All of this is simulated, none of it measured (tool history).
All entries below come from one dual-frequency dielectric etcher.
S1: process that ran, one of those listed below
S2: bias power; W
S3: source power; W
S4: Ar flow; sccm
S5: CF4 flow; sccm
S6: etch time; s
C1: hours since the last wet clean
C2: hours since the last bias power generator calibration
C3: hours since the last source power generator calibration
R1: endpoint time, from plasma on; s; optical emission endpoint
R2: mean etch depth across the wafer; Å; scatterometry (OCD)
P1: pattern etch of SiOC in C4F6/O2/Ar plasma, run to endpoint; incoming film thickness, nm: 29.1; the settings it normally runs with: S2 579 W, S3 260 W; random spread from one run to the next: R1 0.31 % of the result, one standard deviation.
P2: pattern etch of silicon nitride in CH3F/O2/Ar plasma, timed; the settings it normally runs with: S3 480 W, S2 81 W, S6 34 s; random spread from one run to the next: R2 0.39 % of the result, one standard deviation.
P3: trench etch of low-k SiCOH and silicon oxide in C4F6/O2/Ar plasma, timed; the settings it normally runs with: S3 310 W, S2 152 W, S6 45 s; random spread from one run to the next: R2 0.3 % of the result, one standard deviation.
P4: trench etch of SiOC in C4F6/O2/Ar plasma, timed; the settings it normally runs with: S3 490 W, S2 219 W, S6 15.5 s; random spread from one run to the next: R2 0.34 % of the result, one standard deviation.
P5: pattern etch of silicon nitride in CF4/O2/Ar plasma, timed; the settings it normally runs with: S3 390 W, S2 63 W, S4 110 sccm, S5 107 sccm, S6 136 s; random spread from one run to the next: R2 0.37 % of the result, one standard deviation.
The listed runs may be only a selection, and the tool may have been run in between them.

{"run": 1, "hour": 4.2, "S1": "P1", "S2": 579, "S3": 260, "C1": 334.3, "C2": 1523.8, "C3": 1369.9, "R1": 10.726}
{"run": 2, "hour": 7.9, "S1": "P5", "S2": 63, "S3": 390, "S4": 110, "S5": 107, "S6": 136, "C1": 338, "C2": 1527.5, "C3": 1373.6, "R2": 2307.9}
{"run": 3, "hour": 12.3, "S1": "P3", "S2": 152, "S3": 190, "S6": 45, "C1": 342.4, "C2": 1531.9, "C3": 1378, "R2": 1016.5}
{"run": 4, "hour": 18.7, "S1": "P3", "S2": 196, "S3": 310, "S6": 45, "C1": 348.8, "C2": 1538.3, "C3": 1384.4, "R2": 1333.4}
{"run": 5, "hour": 22.5, "S1": "P4", "S2": 219, "S3": 590, "S6": 15.5, "C1": 352.6, "C2": 1542.1, "C3": 1388.2, "R2": 411.96}
{"run": 6, "hour": 29.0, "S1": "P4", "S2": 219, "S3": 490, "S6": 15.5, "C1": 359.1, "C2": 1548.6, "C3": 1394.7, "R2": 385.02}
{"run": 7, "hour": 35.2, "S1": "P1", "S2": 806, "S3": 340, "C1": 365.3, "C2": 1554.8, "C3": 1400.9, "R1": 8.4892}
{"run": 8, "hour": 40.7, "S1": "P2", "S2": 81, "S3": 480, "S6": 34, "C1": 370.8, "C2": 1560.3, "C3": 1406.4, "R2": 267.05}
{"run": 9, "hour": 45.0, "S1": "P5", "S2": 63, "S3": 530, "S4": 110, "S5": 107, "S6": 136, "C1": 375.1, "C2": 1564.6, "C3": 1410.7, "R2": 3011}
{"run": 10, "hour": 50.8, "S1": "P2", "S2": 81, "S3": 380, "S6": 34, "C1": 380.9, "C2": 1570.4, "C3": 1416.5, "R2": 246.24}
{"run": 11, "hour": 56.9, "S1": "P2", "S2": 81, "S3": 480, "S6": 34, "C1": 387, "C2": 1576.5, "C3": 1422.6, "R2": 267.97}
{"run": 12, "hour": 62.9, "S1": "P1", "S2": 347, "S3": 260, "C1": 393, "C2": 1582.5, "C3": 1428.6, "R1": 12.986}
{"run": 13, "hour": 66.3, "S1": "P4", "S2": 219, "S3": 490, "S6": 20, "C1": 396.4, "C2": 1585.9, "C3": 1432, "R2": 496.68}
{"run": 14, "hour": 70.1, "S1": "P1", "S2": 793, "S3": 260, "C1": 400.2, "C2": 1589.7, "C3": 1435.8, "R1": 9.489}
{"run": 15, "hour": 75.6, "S1": "P1", "S2": 579, "S3": 260, "C1": 405.7, "C2": 1595.2, "C3": 1441.3, "R1": 10.719}
{"run": 16, "hour": 79.5, "S1": "P1", "S2": 433, "S3": 320, "C1": 409.6, "C2": 1599.1, "C3": 1445.2, "R1": 11.073}
{"run": 17, "hour": 85.4, "S1": "P1", "S2": 377, "S3": 350, "C1": 415.5, "C2": 1605, "C3": 1451.1, "R1": 11.29}
{"run": 18, "hour": 89.7, "S1": "P3", "S2": 152, "S3": 310, "S6": 45, "C1": 419.8, "C2": 1609.3, "C3": 1455.4, "R2": 1226.1}
{"run": 19, "hour": 94.0, "S1": "P1", "S2": 579, "S3": 260, "C1": 424.1, "C2": 1613.6, "C3": 1459.7, "R1": 10.764}
{"run": 20, "hour": 100.4, "S1": "P4", "S2": 219, "S3": 490, "S6": 15.5, "C1": 430.5, "C2": 1620, "C3": 1466.1, "R2": 381.75}
{"run": 21, "hour": 104.1, "S1": "P1", "S2": 579, "S3": 310, "C1": 434.2, "C2": 1623.7, "C3": 1469.8, "R1": 10.011}
{"run": 22, "hour": 110.5, "S1": "P1", "S2": 579, "S3": 170, "C1": 440.6, "C2": 1630.1, "C3": 1476.2, "R1": 12.504}
{"run": 23, "hour": 117.2, "S1": "P2", "S2": 107, "S3": 480, "S6": 34, "C1": 447.3, "C2": 1636.8, "C3": 1482.9, "R2": 296.74}
{"run": 24, "hour": 121.1, "S1": "P5", "S2": 63, "S3": 390, "S4": 110, "S5": 107, "S6": 136, "C1": 451.2, "C2": 1640.7, "C3": 1486.8, "R2": 2307.7}
{"run": 25, "hour": 126.1, "S1": "P4", "S2": 306, "S3": 490, "S6": 15.5, "C1": 456.2, "C2": 1645.7, "C3": 1491.8, "R2": 425.96}
{"run": 26, "hour": 130.3, "S1": "P5", "S2": 63, "S3": 390, "S4": 77, "S5": 107, "S6": 136, "C1": 460.4, "C2": 1649.9, "C3": 1496, "R2": 2390.3}

Run 27 comes next. What will it give?
{"run": 27, "hour": 134.7, "S1": "P5", "S2": 63, "S3": 390, "S4": 110, "S5": 135, "S6": 136, "C1": 464.8, "C2": 1654.3, "C3": 1500.4, "R2": "?"}

{"run 27": {"R2": 2383}}
